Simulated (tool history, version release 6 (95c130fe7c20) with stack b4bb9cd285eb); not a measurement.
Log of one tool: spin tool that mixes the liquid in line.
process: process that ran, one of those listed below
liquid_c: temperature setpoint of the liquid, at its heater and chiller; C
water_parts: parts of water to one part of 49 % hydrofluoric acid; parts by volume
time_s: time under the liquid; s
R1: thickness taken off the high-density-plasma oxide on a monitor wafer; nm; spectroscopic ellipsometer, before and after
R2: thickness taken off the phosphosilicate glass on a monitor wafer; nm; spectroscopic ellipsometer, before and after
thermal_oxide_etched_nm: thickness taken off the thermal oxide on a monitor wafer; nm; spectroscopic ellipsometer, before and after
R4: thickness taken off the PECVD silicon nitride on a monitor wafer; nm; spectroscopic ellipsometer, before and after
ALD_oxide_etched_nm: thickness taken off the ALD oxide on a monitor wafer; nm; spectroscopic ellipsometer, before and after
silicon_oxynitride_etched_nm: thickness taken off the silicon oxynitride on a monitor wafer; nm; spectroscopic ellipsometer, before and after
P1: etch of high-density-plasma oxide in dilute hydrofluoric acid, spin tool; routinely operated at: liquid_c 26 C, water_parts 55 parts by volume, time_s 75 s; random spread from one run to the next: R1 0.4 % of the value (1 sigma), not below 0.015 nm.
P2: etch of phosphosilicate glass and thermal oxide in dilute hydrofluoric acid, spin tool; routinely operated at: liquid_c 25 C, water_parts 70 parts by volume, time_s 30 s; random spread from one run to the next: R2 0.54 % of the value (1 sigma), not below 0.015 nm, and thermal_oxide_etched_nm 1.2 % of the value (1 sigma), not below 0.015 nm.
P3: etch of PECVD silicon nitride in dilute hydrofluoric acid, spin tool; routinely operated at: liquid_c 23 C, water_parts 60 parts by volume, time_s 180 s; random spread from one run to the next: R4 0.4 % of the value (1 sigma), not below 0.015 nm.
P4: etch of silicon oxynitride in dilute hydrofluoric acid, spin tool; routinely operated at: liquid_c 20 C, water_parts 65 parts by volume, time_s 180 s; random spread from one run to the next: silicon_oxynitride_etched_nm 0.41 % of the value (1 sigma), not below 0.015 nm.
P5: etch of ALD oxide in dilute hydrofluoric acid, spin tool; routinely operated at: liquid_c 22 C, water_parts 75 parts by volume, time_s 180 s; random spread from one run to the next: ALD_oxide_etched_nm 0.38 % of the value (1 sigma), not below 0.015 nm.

{"run": 1, "hour": 12.6, "process": "P1", "liquid_c": 26, "water_parts": 55, "time_s": 75, "R1": 8.0452}
{"run": 2, "hour": 22.5, "process": "P2", "liquid_c": 25, "water_parts": 20, "time_s": 30, "R2": 123.18, "thermal_oxide_etched_nm": 8.4371}
{"run": 3, "hour": 36.8, "process": "P1", "liquid_c": 26, "water_parts": 85, "time_s": 75, "R1": 4.9978}
{"run": 4, "hour": 47.4, "process": "P2", "liquid_c": 20.5, "water_parts": 70, "time_s": 30, "R2": 27.039, "thermal_oxide_etched_nm": 1.8556}
{"run": 5, "hour": 64.0, "process": "P3", "liquid_c": 23, "water_parts": 60, "time_s": 285, "R4": 21.942}
{"run": 6, "hour": 74.7, "process": "P2", "liquid_c": 25, "water_parts": 70, "time_s": 30, "R2": 32.394, "thermal_oxide_etched_nm": 2.244}
{"run": 7, "hour": 84.9, "process": "P5", "liquid_c": 22, "water_parts": 75, "time_s": 180, "ALD_oxide_etched_nm": 32.286}
{"run": 8, "hour": 97.1, "process": "P1", "liquid_c": 26, "water_parts": 30, "time_s": 125, "R1": 25.57}
{"run": 9, "hour": 107.0, "process": "P1", "liquid_c": 26, "water_parts": 55, "time_s": 75, "R1": 8.0615}
{"run": 10, "hour": 123.4, "process": "P4", "liquid_c": 20, "water_parts": 95, "time_s": 180, "silicon_oxynitride_etched_nm": 3.6257}
{"run": 11, "hour": 133.7, "process": "P5", "liquid_c": 22, "water_parts": 135, "time_s": 180, "ALD_oxide_etched_nm": 16.787}
{"run": 12, "hour": 147.8, "process": "P1", "liquid_c": 26, "water_parts": 55, "time_s": 75, "R1": 8.0593}
{"run": 13, "hour": 156.4, "process": "P3", "liquid_c": 23, "water_parts": 60, "time_s": 180, "R4": 13.872}
{"run": 14, "hour": 167.5, "process": "P3", "liquid_c": 28, "water_parts": 60, "time_s": 180, "R4": 19.139}
{"run": 15, "hour": 175.0, "process": "P5", "liquid_c": 28.5, "water_parts": 75, "time_s": 180, "ALD_oxide_etched_nm": 42.051}
{"run": 16, "hour": 188.0, "process": "P1", "liquid_c": 32, "water_parts": 20, "time_s": 75, "R1": 29.689}
{"run": 17, "hour": 196.2, "process": "P1", "liquid_c": 26, "water_parts": 30, "time_s": 75, "R1": 15.266}
{"run": 18, "hour": 203.9, "process": "P5", "liquid_c": 22, "water_parts": 75, "time_s": 260, "ALD_oxide_etched_nm": 46.765}
{"run": 19, "hour": 211.4, "process": "P4", "liquid_c": 20, "water_parts": 65, "time_s": 180, "silicon_oxynitride_etched_nm": 5.4417}
{"run": 20, "hour": 221.4, "process": "P1", "liquid_c": 26, "water_parts": 55, "time_s": 75, "R1": 7.9673}
{"run": 21, "hour": 236.6, "process": "P1", "liquid_c": 26, "water_parts": 55, "time_s": 75, "R1": 8.0694}
{"run": 22, "hour": 250.6, "process": "P4", "liquid_c": 20, "water_parts": 65, "time_s": 305, "silicon_oxynitride_etched_nm": 9.2142}
{"run": 23, "hour": 264.7, "process": "P1", "liquid_c": 30.5, "water_parts": 55, "time_s": 75, "R1": 9.6055}
{"run": 24, "hour": 272.8, "process": "P1", "liquid_c": 26, "water_parts": 55, "time_s": 135, "R1": 14.617}
{"run": 25, "hour": 285.3, "process": "P5", "liquid_c": 22, "water_parts": 75, "time_s": 180, "ALD_oxide_etched_nm": 32.335}

Predict the results of run 26:
{"run": 26, "hour": 296.0, "process": "P1", "liquid_c": 26, "water_parts": 55, "time_s": 40, "R1": "?"}

{"run 26": {"R1": 4.3107}}

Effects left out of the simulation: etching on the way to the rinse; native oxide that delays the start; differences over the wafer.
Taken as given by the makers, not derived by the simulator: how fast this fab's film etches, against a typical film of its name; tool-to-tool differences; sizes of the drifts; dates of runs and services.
